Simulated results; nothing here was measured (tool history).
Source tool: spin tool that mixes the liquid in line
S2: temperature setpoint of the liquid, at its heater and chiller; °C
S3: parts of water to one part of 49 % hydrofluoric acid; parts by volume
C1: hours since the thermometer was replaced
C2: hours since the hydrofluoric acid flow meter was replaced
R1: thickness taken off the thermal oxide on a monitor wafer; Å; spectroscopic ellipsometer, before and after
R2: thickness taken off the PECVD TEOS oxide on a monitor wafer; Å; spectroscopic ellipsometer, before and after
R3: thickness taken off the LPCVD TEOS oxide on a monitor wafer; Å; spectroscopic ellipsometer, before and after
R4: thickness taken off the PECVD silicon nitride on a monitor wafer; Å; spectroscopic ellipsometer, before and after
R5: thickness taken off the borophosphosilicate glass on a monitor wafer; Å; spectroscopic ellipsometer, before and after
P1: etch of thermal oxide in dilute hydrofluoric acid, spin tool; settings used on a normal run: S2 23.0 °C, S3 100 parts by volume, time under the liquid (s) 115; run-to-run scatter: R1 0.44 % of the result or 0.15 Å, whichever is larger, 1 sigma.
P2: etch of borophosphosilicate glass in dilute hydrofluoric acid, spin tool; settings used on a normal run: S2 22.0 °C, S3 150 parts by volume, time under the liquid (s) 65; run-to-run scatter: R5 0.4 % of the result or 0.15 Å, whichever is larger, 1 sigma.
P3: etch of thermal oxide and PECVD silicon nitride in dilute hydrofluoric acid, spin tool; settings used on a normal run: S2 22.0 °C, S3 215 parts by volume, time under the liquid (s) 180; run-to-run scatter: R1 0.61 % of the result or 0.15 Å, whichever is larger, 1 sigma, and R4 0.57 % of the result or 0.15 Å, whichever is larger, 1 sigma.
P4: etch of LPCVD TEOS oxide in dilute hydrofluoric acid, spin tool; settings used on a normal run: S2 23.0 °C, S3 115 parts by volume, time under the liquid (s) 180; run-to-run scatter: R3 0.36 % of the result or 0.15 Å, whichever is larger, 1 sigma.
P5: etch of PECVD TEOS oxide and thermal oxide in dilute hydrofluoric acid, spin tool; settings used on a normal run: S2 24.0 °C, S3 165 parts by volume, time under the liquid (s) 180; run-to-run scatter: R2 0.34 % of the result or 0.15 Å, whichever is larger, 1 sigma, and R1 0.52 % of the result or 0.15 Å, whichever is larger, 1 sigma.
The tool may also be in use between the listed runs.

Run 1, hour 6.7: process that ran P1, S2 23.0 °C, S3 100 parts by volume, time under the liquid (s) 115; C1 1873.9; C2 319.8. Result: R1 51.2520 Å.
Run 2, hour 11.2: process that ran P5, S2 24.0 °C, S3 165 parts by volume, time under the liquid (s) 15; C1 1878.4; C2 324.3. Result: R1 4.1551 Å, R2 7.4001 Å.
Run 3, hour 14.4: process that ran P4, S2 29.5 °C, S3 115 parts by volume, time under the liquid (s) 180; C1 1881.6; C2 327.5. Result: R3 311.61 Å.
Run 4, hour 20.6: process that ran P4, S2 23.0 °C, S3 65 parts by volume, time under the liquid (s) 180; C1 1887.8; C2 333.7. Result: R3 459.09 Å.
Run 5, hour 27.4: process that ran P5, S2 24.0 °C, S3 165 parts by volume, time under the liquid (s) 180; C1 1894.6; C2 340.5. Result: R1 50.7000 Å, R2 89.5140 Å.
Run 6, hour 34.2: process that ran P1, S2 31.0 °C, S3 100 parts by volume, time under the liquid (s) 175; C1 1901.4; C2 347.3. Result: R1 105.4600 Å.
Run 7, hour 37.3: process that ran P3, S2 22.0 °C, S3 365 parts by volume, time under the liquid (s) 180; C1 1904.5; C2 350.4. Result: R1 16.9920 Å, R4 21.990 Å.
Run 8, hour 41.1: process that ran P1, S2 17.0 °C, S3 100 parts by volume, time under the liquid (s) 115; C1 1908.3; C2 354.2. Result: R1 39.4610 Å.
Run 9, hour 48.0: process that ran P1, S2 23.0 °C, S3 100 parts by volume, time under the liquid (s) 45; C1 1915.2; C2 361.1. Result: R1 19.6740 Å.
Run 10, hour 52.6: process that ran P1, S2 23.0 °C, S3 100 parts by volume, time under the liquid (s) 200; C1 1919.8; C2 365.7. Result: R1 88.9970 Å.
Run 11, hour 59.3: process that ran P1, S2 23.0 °C, S3 100 parts by volume, time under the liquid (s) 115; C1 1926.5; C2 372.4. Result: R1 51.0890 Å.
Run 12, hour 65.8: process that ran P1, S2 28.0 °C, S3 100 parts by volume, time under the liquid (s) 115; C1 1933.0; C2 378.9. Result: R1 61.5910 Å.
Run 13, hour 69.8: process that ran P3, S2 26.0 °C, S3 215 parts by volume, time under the liquid (s) 180; C1 1937.0; C2 382.9. Result: R1 37.9450 Å, R4 47.132 Å.
Run 14, hour 73.5: process that ran P1, S2 23.0 °C, S3 160 parts by volume, time under the liquid (s) 115; C1 1940.7; C2 386.6. Result: R1 29.8380 Å.
Run 15, hour 78.1: process that ran P1, S2 23.0 °C, S3 100 parts by volume, time under the liquid (s) 115; C1 1945.3; C2 391.2. Result: R1 50.8400 Å.
Run 16, hour 82.0: process that ran P3, S2 22.0 °C, S3 215 parts by volume, time under the liquid (s) 345; C1 1949.2; C2 395.1. Result: R1 62.7760 Å, R4 70.876 Å.
Run 17, hour 88.3: process that ran P2, S2 22.0 °C, S3 55 parts by volume, time under the liquid (s) 65; C1 1955.5; C2 401.4. Result: R5 299.23 Å.
Run 18, hour 93.2: process that ran P4, S2 23.0 °C, S3 115 parts by volume, time under the liquid (s) 180; C1 1960.4; C2 406.3. Result: R3 243.35 Å.
Run 19, hour 96.3: process that ran P5, S2 30.0 °C, S3 165 parts by volume, time under the liquid (s) 180; C1 1963.5; C2 409.4. Result: R1 63.8600 Å, R2 111.1000 Å.
Run 20, hour 100.5: process that ran P1, S2 23.0 °C, S3 100 parts by volume, time under the liquid (s) 115; C1 1967.7; C2 413.6. Result: R1 50.9590 Å.

Predict the results of run 21:
Run 21, hour 105.0: process that ran P1, S2 23.0 °C, S3 100 parts by volume, time under the liquid (s) 115; C1 1972.2; C2 418.1. Result: R1 ?.

R1: 50.8080 Å

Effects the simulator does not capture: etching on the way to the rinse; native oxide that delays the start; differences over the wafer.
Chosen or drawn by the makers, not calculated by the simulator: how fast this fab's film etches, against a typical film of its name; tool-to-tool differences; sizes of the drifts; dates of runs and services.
